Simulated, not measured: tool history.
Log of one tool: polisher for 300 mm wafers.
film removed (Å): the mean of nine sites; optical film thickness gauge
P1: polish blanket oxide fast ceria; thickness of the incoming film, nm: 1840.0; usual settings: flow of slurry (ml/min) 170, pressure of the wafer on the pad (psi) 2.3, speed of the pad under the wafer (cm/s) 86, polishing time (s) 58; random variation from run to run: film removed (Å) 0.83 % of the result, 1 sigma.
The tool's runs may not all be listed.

run,day,flow of slurry (ml/min),pressure of the wafer on the pad (psi),speed of the pad under the wafer (cm/s),polishing time (s),film removed (Å)
1,0.208,170,2.3,86,58,5825.9
2,0.575,100,2.3,86,58,5232.2
3,0.838,170,2.3,86,58,5803.9
4,1.200,170,2.3,38,58,2561.9
5,1.467,100,3.1,86,58,7022.7
6,1.808,170,1.0,86,58,2549.7
7,2.158,100,2.3,86,87,7853.7
8,2.533,170,1.4,110,58,4512.6
9,2.708,170,2.3,86,58,5689.2
10,2.900,170,2.3,136,58,9205.9
11,3.271,170,3.4,86,58,8543.5
12,3.442,170,2.3,86,37,3738.4
13,3.771,170,2.3,86,58,5747.3
14,4.104,170,2.3,86,90,9028.7
15,4.350,260,2.3,86,58,6127.7
16,4.654,170,2.3,86,58,5858.4
17,5.004,170,2.3,86,58,5624.6
18,5.338,170,2.3,86,58,5473.3
19,5.704,170,2.3,86,58,5373.1
20,5.992,170,2.3,86,58,5303.8
21,6.354,170,2.3,86,58,5313.2
# day 6.400: head pressure recalibrated
22,6.717,170,2.3,86,58,5284.7
23,7.000,170,2.3,86,58,5222.5
24,7.338,170,2.3,86,58,5270.1

What P1 gives has crept away from where it was. These 2 causes fit the log equally well, each at the size given:
A: removal rate lost through wear of the pad, % = 9.46
B: slurry flow missing at the pad, % = 39.9
The creep began at about day 4.654.
Why every other cause is out:
head's pressure below its setpoint, %: serviced at day 6.400, which brought nothing back

4 check runs are offered, each on 5 wafers whose results are averaged, their results left as question marks. Which one tells the causes apart?
check 1,7.675,260,2.3,42,58,?
check 2,7.675,170,2.3,86,72,?
check 3,7.675,170,1.0,124,58,?
check 4,7.675,170,1.6,56,58,?

What each check would give under each cause:
check,result,if A,if B
check 1,film removed (Å),2716.1,2805.0
check 2,film removed (Å),6542.8,6541.8
check 3,film removed (Å),3304.1,3303.6
check 4,film removed (Å),2387.5,2387.1
How far apart the two closest causes lie, in the result that separates them most: check 1 3.22 %; check 2 0.01 %; check 3 0.01 %; check 4 0.01 %
Check 1 tells the causes apart: in the others they would give nearly the same result.

Check 1 was then run and gave: film removed (Å) 2718.3. Which cause is it?

It is A: removal rate lost through wear of the pad, %.
